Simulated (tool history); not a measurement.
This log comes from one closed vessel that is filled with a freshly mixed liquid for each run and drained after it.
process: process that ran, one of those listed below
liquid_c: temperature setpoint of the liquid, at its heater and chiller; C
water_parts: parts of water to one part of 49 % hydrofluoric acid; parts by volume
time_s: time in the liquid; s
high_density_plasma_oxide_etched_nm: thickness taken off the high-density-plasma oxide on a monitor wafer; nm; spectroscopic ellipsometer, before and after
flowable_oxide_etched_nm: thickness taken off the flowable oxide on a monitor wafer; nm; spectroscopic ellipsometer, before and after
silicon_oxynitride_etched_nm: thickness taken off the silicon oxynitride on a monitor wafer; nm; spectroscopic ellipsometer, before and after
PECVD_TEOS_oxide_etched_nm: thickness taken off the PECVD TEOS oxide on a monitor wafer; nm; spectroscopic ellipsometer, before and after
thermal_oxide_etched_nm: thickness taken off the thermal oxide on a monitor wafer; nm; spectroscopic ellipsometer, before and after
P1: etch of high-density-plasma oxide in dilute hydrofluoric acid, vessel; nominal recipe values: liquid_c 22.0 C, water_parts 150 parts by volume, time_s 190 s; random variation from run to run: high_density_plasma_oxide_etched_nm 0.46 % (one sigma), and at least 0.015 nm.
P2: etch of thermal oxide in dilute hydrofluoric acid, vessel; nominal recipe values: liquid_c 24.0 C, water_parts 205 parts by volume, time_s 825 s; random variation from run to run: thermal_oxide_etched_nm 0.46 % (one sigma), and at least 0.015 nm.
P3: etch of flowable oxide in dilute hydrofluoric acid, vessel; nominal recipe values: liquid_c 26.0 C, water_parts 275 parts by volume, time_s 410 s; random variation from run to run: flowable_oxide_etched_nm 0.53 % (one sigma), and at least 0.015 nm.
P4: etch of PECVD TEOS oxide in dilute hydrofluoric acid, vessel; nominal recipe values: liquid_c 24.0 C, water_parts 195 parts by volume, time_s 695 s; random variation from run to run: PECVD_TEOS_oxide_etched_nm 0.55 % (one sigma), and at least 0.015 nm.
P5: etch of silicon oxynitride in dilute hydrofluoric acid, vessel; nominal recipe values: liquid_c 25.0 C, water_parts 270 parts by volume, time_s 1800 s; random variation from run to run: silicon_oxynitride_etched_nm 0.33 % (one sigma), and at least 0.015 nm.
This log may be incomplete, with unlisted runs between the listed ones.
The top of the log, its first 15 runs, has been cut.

| run | hour | process | liquid_c | water_parts | time_s | hours since the thermometer was replaced | hours since the hydrofluoric acid flow meter was replaced | high_density_plasma_oxide_etched_nm | flowable_oxide_etched_nm | silicon_oxynitride_etched_nm | PECVD_TEOS_oxide_etched_nm | thermal_oxide_etched_nm |
|---|---|---|---|---|---|---|---|---|---|---|---|---|
| 16 | 201.7 | P1 | 18.0 | 150 | 190 | 640.4 | 540.8 | 4.6863 |  |  |  |  |
| 17 | 211.5 | P5 | 25.0 | 50 | 1800 | 650.2 | 550.6 |  |  | 103.5500 |  |  |
| 18 | 222.8 | P4 | 24.0 | 60 | 695 | 661.5 | 561.9 |  |  |  | 127.080 |  |
| 19 | 232.5 | P2 | 17.0 | 205 | 825 | 671.2 | 571.6 |  |  |  |  | 12.747 |
| 20 | 246.8 | P2 | 24.0 | 205 | 825 | 685.5 | 585.9 |  |  |  |  | 16.707 |
| 21 | 263.6 | P3 | 20.0 | 275 | 410 | 702.3 | 602.7 |  | 42.292 |  |  |  |
| 22 | 272.9 | P2 | 24.0 | 205 | 1355 | 711.6 | 612.0 |  |  |  |  | 27.410 |
| 23 | 282.9 | P5 | 32.5 | 270 | 1800 | 721.6 | 622.0 |  |  | 21.7260 |  |  |
|  | 296.7 | hydrofluoric acid flow meter replaced |
| 24 | 297.9 | P5 | 25.0 | 270 | 60 | 736.6 | 1.2 |  |  | 0.5334 |  |  |
| 25 | 307.6 | P3 | 26.0 | 275 | 90 | 746.3 | 10.9 |  | 11.596 |  |  |  |
| 26 | 315.4 | P3 | 26.0 | 485 | 410 | 754.1 | 18.7 |  | 24.472 |  |  |  |
| 27 | 325.9 | P4 | 24.0 | 195 | 695 | 764.6 | 29.2 |  |  |  | 33.304 |  |
| 28 | 336.7 | P4 | 24.0 | 195 | 30 | 775.4 | 40.0 |  |  |  | 1.463 |  |
| 29 | 347.6 | P1 | 27.0 | 150 | 190 | 786.3 | 50.9 | 6.6699 |  |  |  |  |
| 30 | 359.1 | P1 | 22.0 | 150 | 190 | 797.8 | 62.4 | 5.5500 |  |  |  |  |

Run 31, settings as shown, results not yet in. Your forecast:
| 31 | 372.8 | P1 | 22.0 | 150 | 190 | 811.5 | 76.1 | ? |  |  |  |  |

{"run 31": {"high_density_plasma_oxide_etched_nm": 5.3578}}
